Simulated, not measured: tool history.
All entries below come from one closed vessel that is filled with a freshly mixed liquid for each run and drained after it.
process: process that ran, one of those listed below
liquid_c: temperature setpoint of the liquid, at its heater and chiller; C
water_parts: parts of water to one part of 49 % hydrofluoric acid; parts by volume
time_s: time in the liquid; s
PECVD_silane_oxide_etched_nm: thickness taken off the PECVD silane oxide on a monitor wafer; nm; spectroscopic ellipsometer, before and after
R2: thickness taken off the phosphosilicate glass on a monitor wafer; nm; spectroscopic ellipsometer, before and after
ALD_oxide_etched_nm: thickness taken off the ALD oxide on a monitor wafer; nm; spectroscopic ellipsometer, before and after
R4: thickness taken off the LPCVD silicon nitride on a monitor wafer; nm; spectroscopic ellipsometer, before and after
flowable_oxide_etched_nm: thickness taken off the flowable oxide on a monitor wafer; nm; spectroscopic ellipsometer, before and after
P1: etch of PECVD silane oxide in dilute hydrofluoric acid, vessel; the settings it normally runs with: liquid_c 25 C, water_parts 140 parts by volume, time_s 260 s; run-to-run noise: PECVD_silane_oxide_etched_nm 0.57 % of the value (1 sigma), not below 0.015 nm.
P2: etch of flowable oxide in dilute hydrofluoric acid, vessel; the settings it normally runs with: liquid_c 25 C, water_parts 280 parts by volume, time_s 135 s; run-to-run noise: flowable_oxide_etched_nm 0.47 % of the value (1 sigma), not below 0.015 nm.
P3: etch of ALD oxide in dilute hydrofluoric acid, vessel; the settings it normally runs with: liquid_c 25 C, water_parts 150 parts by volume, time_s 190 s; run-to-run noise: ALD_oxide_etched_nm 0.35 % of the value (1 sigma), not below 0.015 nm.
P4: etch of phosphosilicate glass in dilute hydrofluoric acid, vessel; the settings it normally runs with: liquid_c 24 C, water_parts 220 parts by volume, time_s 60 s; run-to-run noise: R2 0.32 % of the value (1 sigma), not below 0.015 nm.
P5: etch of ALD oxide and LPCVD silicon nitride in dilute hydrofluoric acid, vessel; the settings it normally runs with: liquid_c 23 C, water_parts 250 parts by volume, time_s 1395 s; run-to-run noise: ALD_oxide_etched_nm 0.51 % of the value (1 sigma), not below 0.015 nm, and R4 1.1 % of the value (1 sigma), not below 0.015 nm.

Run 1, day 0.258: process P1, liquid_c 25 C, water_parts 140 parts by volume, time_s 260 s. Result: PECVD_silane_oxide_etched_nm 50.668 nm.
Run 2, day 0.538: process P1, liquid_c 25 C, water_parts 140 parts by volume, time_s 260 s. Result: PECVD_silane_oxide_etched_nm 50.28 nm.
Run 3, day 0.817: process P4, liquid_c 17 C, water_parts 220 parts by volume, time_s 60 s. Result: R2 22.006 nm.
Run 4, day 1: process P5, liquid_c 23 C, water_parts 250 parts by volume, time_s 205 s. Result: ALD_oxide_etched_nm 6.9109 nm, R4 0.36935 nm.
Run 5, day 1.321: process P5, liquid_c 23 C, water_parts 445 parts by volume, time_s 1395 s. Result: ALD_oxide_etched_nm 21.729 nm, R4 1.3846 nm.
Run 6, day 1.608: process P4, liquid_c 24 C, water_parts 220 parts by volume, time_s 60 s. Result: R2 28.628 nm.
Run 7, day 1.892: process P1, liquid_c 25 C, water_parts 245 parts by volume, time_s 260 s. Result: PECVD_silane_oxide_etched_nm 25.275 nm.
Run 8, day 2.083: process P1, liquid_c 25 C, water_parts 140 parts by volume, time_s 260 s. Result: PECVD_silane_oxide_etched_nm 49.831 nm.
Run 9, day 2.262: process P1, liquid_c 25 C, water_parts 140 parts by volume, time_s 260 s. Result: PECVD_silane_oxide_etched_nm 49.887 nm.
Run 10, day 2.571: process P3, liquid_c 25 C, water_parts 250 parts by volume, time_s 190 s. Result: ALD_oxide_etched_nm 19.983 nm.
Run 11, day 2.746: process P4, liquid_c 24 C, water_parts 40 parts by volume, time_s 60 s. Result: R2 194.59 nm.
Run 12, day 2.988: process P5, liquid_c 19 C, water_parts 250 parts by volume, time_s 1395 s. Result: ALD_oxide_etched_nm 40.045 nm, R4 1.865 nm.
Run 13, day 3.275: process P2, liquid_c 25 C, water_parts 280 parts by volume, time_s 30 s. Result: flowable_oxide_etched_nm 2.7673 nm.
Run 14, day 3.571: process P1, liquid_c 25 C, water_parts 85 parts by volume, time_s 260 s. Result: PECVD_silane_oxide_etched_nm 88.969 nm.
Run 15, day 3.921: process P1, liquid_c 25 C, water_parts 140 parts by volume, time_s 260 s. Result: PECVD_silane_oxide_etched_nm 50.31 nm.
Run 16, day 4.238: process P5, liquid_c 23 C, water_parts 250 parts by volume, time_s 1395 s. Result: ALD_oxide_etched_nm 46.284 nm, R4 2.4061 nm.
At day 4.288: thermometer replaced.
Run 17, day 4.512: process P2, liquid_c 25 C, water_parts 280 parts by volume, time_s 135 s. Result: flowable_oxide_etched_nm 12.361 nm.
Run 18, day 4.704: process P2, liquid_c 32 C, water_parts 280 parts by volume, time_s 135 s. Result: flowable_oxide_etched_nm 15.678 nm.
Run 19, day 4.908: process P1, liquid_c 18.5 C, water_parts 140 parts by volume, time_s 465 s. Result: PECVD_silane_oxide_etched_nm 69.286 nm.
Run 20, day 5.229: process P3, liquid_c 25 C, water_parts 150 parts by volume, time_s 190 s. Result: ALD_oxide_etched_nm 37.014 nm.
Run 21, day 5.454: process P3, liquid_c 25 C, water_parts 150 parts by volume, time_s 30 s. Result: ALD_oxide_etched_nm 5.8763 nm.
Run 22, day 5.783: process P5, liquid_c 23 C, water_parts 250 parts by volume, time_s 1395 s. Result: ALD_oxide_etched_nm 46.48 nm, R4 2.407 nm.
Run 23, day 5.996: process P1, liquid_c 18.5 C, water_parts 140 parts by volume, time_s 260 s. Result: PECVD_silane_oxide_etched_nm 38.83 nm.
Run 24, day 6.308: process P1, liquid_c 33 C, water_parts 140 parts by volume, time_s 260 s. Result: PECVD_silane_oxide_etched_nm 67.647 nm.
Run 25, day 6.562: process P2, liquid_c 25 C, water_parts 65 parts by volume, time_s 135 s. Result: flowable_oxide_etched_nm 68.286 nm.
Run 26, day 6.771: process P1, liquid_c 25 C, water_parts 140 parts by volume, time_s 485 s. Result: PECVD_silane_oxide_etched_nm 93.555 nm.
Run 27, day 7.079: process P4, liquid_c 24 C, water_parts 220 parts by volume, time_s 95 s. Result: R2 44.928 nm.
Run 28, day 7.283: process P1, liquid_c 25 C, water_parts 140 parts by volume, time_s 80 s. Result: PECVD_silane_oxide_etched_nm 15.389 nm.
Run 29, day 7.471: process P3, liquid_c 19 C, water_parts 150 parts by volume, time_s 190 s. Result: ALD_oxide_etched_nm 29.445 nm.
Run 30, day 7.675: process P1, liquid_c 25 C, water_parts 140 parts by volume, time_s 260 s. Result: PECVD_silane_oxide_etched_nm 49.8 nm.
Run 31, day 8.029: process P1, liquid_c 25 C, water_parts 140 parts by volume, time_s 260 s. Result: PECVD_silane_oxide_etched_nm 48.909 nm.
Run 32, day 8.379: process P1, liquid_c 25 C, water_parts 140 parts by volume, time_s 260 s. Result: PECVD_silane_oxide_etched_nm 47.816 nm.
Run 33, day 8.708: process P1, liquid_c 25 C, water_parts 140 parts by volume, time_s 260 s. Result: PECVD_silane_oxide_etched_nm 47.286 nm.
Run 34, day 9.054: process P1, liquid_c 25 C, water_parts 140 parts by volume, time_s 260 s. Result: PECVD_silane_oxide_etched_nm 47.637 nm.
Run 35, day 9.312: process P1, liquid_c 25 C, water_parts 140 parts by volume, time_s 260 s. Result: PECVD_silane_oxide_etched_nm 46.88 nm.
Run 36, day 9.658: process P1, liquid_c 25 C, water_parts 140 parts by volume, time_s 260 s. Result: PECVD_silane_oxide_etched_nm 46.473 nm.
Run 37, day 9.862: process P1, liquid_c 25 C, water_parts 140 parts by volume, time_s 260 s. Result: PECVD_silane_oxide_etched_nm 47.195 nm.
Run 38, day 10.125: process P1, liquid_c 25 C, water_parts 140 parts by volume, time_s 260 s. Result: PECVD_silane_oxide_etched_nm 46.616 nm.

Compared with where it was, what P1 gives has crept away. Each cause listed below fits the log as well as the rest, at the size given for it:
A: hydrofluoric acid flow below the setpoint (%) = 5.83
B: liquid colder than its thermometer reads (K) = 1.83
The process output started creeping at around day 7.675.

Of the 4 check runs below, each run on 3 wafers with the results averaged and each result still a question mark, which one would tell the listed causes apart?
Run check 1, day 10.388: process P4, liquid_c 18 C, water_parts 220 parts by volume, time_s 60 s. Result: R2 ?.
Run check 2, day 10.388: process P2, liquid_c 25 C, water_parts 135 parts by volume, time_s 45 s. Result: flowable_oxide_etched_nm ?.
Run check 3, day 10.388: process P5, liquid_c 23 C, water_parts 420 parts by volume, time_s 1395 s. Result: ALD_oxide_etched_nm ?, R4 ?.
Run check 4, day 10.388: process P3, liquid_c 25 C, water_parts 150 parts by volume, time_s 95 s. Result: ALD_oxide_etched_nm ?.

How each check would come out, cause by cause:
  check                    result    if A    if B
check 1                        R2   21.19  21.197
check 2  flowable_oxide_etched_nm  9.3761  9.3702
check 3       ALD_oxide_etched_nm  21.746  22.212
check 3                        R4   1.377  1.3088
check 4       ALD_oxide_etched_nm  17.386  17.403
Separation of the two closest causes in each check, using whichever result separates them best: check 1 0.03 %; check 2 0.06 %; check 3 5.07 %; check 4 0.1 %
Of the check runs offered, only check 3 discriminates between the causes; the rest would read about the same regardless of which cause applies.

With check 3 done, the readings were: ALD_oxide_etched_nm 21.831 nm; R4 1.3683 nm. Identify which of the listed causes applies.

The cause is A: hydrofluoric acid flow below the setpoint (%).
